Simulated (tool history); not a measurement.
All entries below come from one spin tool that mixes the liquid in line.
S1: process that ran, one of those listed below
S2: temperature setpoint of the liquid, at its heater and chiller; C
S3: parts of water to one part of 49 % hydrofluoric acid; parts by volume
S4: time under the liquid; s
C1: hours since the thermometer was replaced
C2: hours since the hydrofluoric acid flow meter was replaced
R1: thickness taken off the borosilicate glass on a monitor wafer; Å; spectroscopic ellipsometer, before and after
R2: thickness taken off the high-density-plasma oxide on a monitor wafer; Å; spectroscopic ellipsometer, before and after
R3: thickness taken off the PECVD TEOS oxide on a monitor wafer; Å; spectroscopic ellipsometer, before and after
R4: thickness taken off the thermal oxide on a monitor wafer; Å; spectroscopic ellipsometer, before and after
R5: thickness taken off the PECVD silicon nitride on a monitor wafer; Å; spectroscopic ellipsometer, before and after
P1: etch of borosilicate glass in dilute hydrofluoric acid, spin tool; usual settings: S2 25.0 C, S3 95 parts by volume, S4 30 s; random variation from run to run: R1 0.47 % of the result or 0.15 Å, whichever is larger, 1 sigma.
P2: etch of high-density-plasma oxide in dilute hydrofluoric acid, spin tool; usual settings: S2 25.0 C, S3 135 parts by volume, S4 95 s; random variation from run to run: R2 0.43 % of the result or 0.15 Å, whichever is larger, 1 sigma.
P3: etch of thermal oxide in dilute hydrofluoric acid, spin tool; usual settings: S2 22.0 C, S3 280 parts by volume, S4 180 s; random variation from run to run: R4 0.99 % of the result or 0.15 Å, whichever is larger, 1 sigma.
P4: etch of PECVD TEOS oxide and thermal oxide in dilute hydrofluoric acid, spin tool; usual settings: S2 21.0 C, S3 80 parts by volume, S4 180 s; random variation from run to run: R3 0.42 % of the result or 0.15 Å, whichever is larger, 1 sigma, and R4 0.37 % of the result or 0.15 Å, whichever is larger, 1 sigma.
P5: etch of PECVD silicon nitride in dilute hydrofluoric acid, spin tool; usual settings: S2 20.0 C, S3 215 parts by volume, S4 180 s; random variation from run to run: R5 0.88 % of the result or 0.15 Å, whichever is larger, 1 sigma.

run    day  S1    S2   S3   S4      C1     C2       R1       R2       R3       R4      R5
  1  0.308  P1  25.0   95   30  2025.4  317.1   77.375
  2  0.558  P2  25.0  135   95  2031.4  323.1            75.564
  3  0.804  P4  21.0   80  180  2037.3  329.0                    314.360  93.6420
  4  0.950  P2  25.0   25   95  2040.8  332.5           468.540
  5  1.096  P2  25.0  135   95  2044.3  336.0            75.321
  6  1.362  P2  21.5  135   95  2050.7  342.4            65.655
  7  1.675  P1  30.0   95   60  2058.2  349.9  188.750
  8  1.825  P1  25.0   30   30  2061.8  353.5  265.380
  9  2.033  P1  25.0   95   65  2066.8  358.5  169.920
 10  2.200  P1  25.0   95   30  2070.8  362.5   77.728
 11  2.400  P1  25.0  155   30  2075.6  367.3   44.315
 12  2.650  P3  22.0  280  180  2081.6  373.3                             24.1390
 13  2.812  P1  31.5   95   30  2085.5  377.2   99.644
 14  3.025  P5  20.0  215  310  2090.6  382.3                                      39.961
 15  3.196  P5  20.0  215  180  2094.7  386.4                                      23.710
 16  3.512  P1  25.0   95   30  2102.3  394.0   77.744
 17  3.808  P4  21.0   80   30  2109.4  401.1                     52.443  15.7470
 18  4.054  P3  22.0  175  180  2115.3  407.0                             42.0210
 19  4.342  P1  25.0   95   15  2122.2  413.9   38.836
 20  4.538  P1  25.0   60   50  2126.9  418.6  215.600
 21  4.804  P5  20.0  105  180  2133.3  425.0                                      46.899
 22  5.112  P5  17.0  215  180  2140.7  432.4                                      19.067
 23  5.429  P1  25.0   95   30  2148.3  440.0   77.326
 24  5.596  P1  20.0   95   30  2152.3  444.0   64.182
 25  5.862  P2  25.0  135   35  2158.7  450.4            27.739
 26  6.142  P3  22.0  280   20  2165.4  457.1                              2.9358

Run 27 comes next. What will it give?
 27  6.454  P3  22.0  280  180  2172.9  464.6               ?

R4: 24.0600 Å

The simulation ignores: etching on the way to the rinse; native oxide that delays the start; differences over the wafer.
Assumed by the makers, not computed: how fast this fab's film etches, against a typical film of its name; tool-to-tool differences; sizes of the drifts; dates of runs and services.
